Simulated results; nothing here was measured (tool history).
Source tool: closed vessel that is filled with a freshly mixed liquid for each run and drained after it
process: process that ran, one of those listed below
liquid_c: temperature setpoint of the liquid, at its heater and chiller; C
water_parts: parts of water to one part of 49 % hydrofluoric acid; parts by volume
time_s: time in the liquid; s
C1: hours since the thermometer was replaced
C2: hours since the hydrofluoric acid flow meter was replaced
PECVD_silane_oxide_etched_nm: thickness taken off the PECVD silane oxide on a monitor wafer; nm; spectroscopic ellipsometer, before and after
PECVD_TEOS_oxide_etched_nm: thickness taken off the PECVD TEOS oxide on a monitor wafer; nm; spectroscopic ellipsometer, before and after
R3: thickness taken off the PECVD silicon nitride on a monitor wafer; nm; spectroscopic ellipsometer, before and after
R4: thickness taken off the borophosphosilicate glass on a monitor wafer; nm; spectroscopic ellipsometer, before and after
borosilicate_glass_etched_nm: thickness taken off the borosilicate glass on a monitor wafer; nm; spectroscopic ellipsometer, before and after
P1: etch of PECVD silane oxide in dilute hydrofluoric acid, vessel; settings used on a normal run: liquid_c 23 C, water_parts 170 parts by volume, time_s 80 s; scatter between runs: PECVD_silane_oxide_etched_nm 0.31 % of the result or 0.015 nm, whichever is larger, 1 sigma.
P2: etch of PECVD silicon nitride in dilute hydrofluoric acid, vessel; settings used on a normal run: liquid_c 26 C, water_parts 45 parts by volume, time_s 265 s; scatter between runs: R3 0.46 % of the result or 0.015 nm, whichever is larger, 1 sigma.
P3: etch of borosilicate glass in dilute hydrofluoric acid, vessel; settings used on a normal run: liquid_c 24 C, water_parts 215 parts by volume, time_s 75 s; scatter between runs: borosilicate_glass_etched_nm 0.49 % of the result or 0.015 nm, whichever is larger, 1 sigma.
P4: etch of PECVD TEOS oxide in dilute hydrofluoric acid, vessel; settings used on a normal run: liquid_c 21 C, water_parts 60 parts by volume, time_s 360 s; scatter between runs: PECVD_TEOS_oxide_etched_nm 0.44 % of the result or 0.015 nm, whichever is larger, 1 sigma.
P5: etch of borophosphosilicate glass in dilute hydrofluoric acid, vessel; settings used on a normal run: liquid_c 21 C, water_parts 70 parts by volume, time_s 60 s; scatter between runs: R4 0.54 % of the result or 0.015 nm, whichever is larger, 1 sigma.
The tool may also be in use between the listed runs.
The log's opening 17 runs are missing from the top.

Run 18, hour 138.1: process P1, liquid_c 23 C, water_parts 170 parts by volume, time_s 80 s; C1 1143.9; C2 771.7. Result: PECVD_silane_oxide_etched_nm 14.807 nm.
Run 19, hour 147.5: process P4, liquid_c 21 C, water_parts 60 parts by volume, time_s 360 s; C1 1153.3; C2 781.1. Result: PECVD_TEOS_oxide_etched_nm 51.9 nm.
Run 20, hour 155.3: process P1, liquid_c 23 C, water_parts 290 parts by volume, time_s 80 s; C1 1161.1; C2 788.9. Result: PECVD_silane_oxide_etched_nm 7.6963 nm.
Run 21, hour 164: process P2, liquid_c 33.5 C, water_parts 45 parts by volume, time_s 265 s; C1 1169.8; C2 797.6. Result: R3 19.014 nm.
Run 22, hour 173.1: process P3, liquid_c 24 C, water_parts 215 parts by volume, time_s 75 s; C1 1178.9; C2 806.7. Result: borosilicate_glass_etched_nm 6.2947 nm.
Run 23, hour 178.4: process P5, liquid_c 21 C, water_parts 20 parts by volume, time_s 60 s; C1 1184.2; C2 812. Result: R4 149.37 nm.
Run 24, hour 188.6: process P1, liquid_c 23 C, water_parts 100 parts by volume, time_s 80 s; C1 1194.4; C2 822.2. Result: PECVD_silane_oxide_etched_nm 27.163 nm.
Run 25, hour 197.1: process P1, liquid_c 18 C, water_parts 170 parts by volume, time_s 115 s; C1 1202.9; C2 830.7. Result: PECVD_silane_oxide_etched_nm 17.364 nm.
Run 26, hour 203.8: process P3, liquid_c 24 C, water_parts 215 parts by volume, time_s 75 s; C1 1209.6; C2 837.4. Result: borosilicate_glass_etched_nm 6.2391 nm.
Run 27, hour 209.6: process P3, liquid_c 24 C, water_parts 215 parts by volume, time_s 30 s; C1 1215.4; C2 843.2. Result: borosilicate_glass_etched_nm 2.487 nm.
Run 28, hour 218: process P1, liquid_c 23 C, water_parts 170 parts by volume, time_s 35 s; C1 1223.8; C2 851.6. Result: PECVD_silane_oxide_etched_nm 6.4584 nm.
Run 29, hour 224.9: process P1, liquid_c 19.5 C, water_parts 170 parts by volume, time_s 140 s; C1 1230.7; C2 858.5. Result: PECVD_silane_oxide_etched_nm 22.476 nm.
Run 30, hour 233.5: process P2, liquid_c 26 C, water_parts 20 parts by volume, time_s 265 s; C1 1239.3; C2 867.1. Result: R3 25.299 nm.
Run 31, hour 242.6: process P4, liquid_c 21 C, water_parts 60 parts by volume, time_s 360 s; C1 1248.4; C2 876.2. Result: PECVD_TEOS_oxide_etched_nm 51.735 nm.
Run 32, hour 253.4: process P1, liquid_c 29.5 C, water_parts 170 parts by volume, time_s 80 s; C1 1259.2; C2 887. Result: PECVD_silane_oxide_etched_nm 18.689 nm.
Run 33, hour 263.6: process P1, liquid_c 23 C, water_parts 170 parts by volume, time_s 80 s; C1 1269.4; C2 897.2. Result: PECVD_silane_oxide_etched_nm 14.744 nm.
Run 34, hour 273.6: process P1, liquid_c 23 C, water_parts 170 parts by volume, time_s 80 s; C1 1279.4; C2 907.2. Result: PECVD_silane_oxide_etched_nm 15.193 nm.
Run 35, hour 280.4: process P1, liquid_c 23 C, water_parts 170 parts by volume, time_s 80 s; C1 1286.2; C2 914. Result: PECVD_silane_oxide_etched_nm 15.301 nm.
Run 36, hour 288.5: process P1, liquid_c 23 C, water_parts 170 parts by volume, time_s 80 s; C1 1294.3; C2 922.1. Result: PECVD_silane_oxide_etched_nm 15.497 nm.
Run 37, hour 296.1: process P1, liquid_c 23 C, water_parts 170 parts by volume, time_s 80 s; C1 1301.9; C2 929.7. Result: PECVD_silane_oxide_etched_nm 15.552 nm.
Run 38, hour 307.1: process P1, liquid_c 23 C, water_parts 170 parts by volume, time_s 80 s; C1 1312.9; C2 940.7. Result: PECVD_silane_oxide_etched_nm 15.781 nm.

For run 39, what comes out?
Run 39, hour 315.9: process P1, liquid_c 23 C, water_parts 170 parts by volume, time_s 80 s; C1 1321.7; C2 949.5. Result: PECVD_silane_oxide_etched_nm ?.

Run 39 gave PECVD_silane_oxide_etched_nm 15.772 nm.
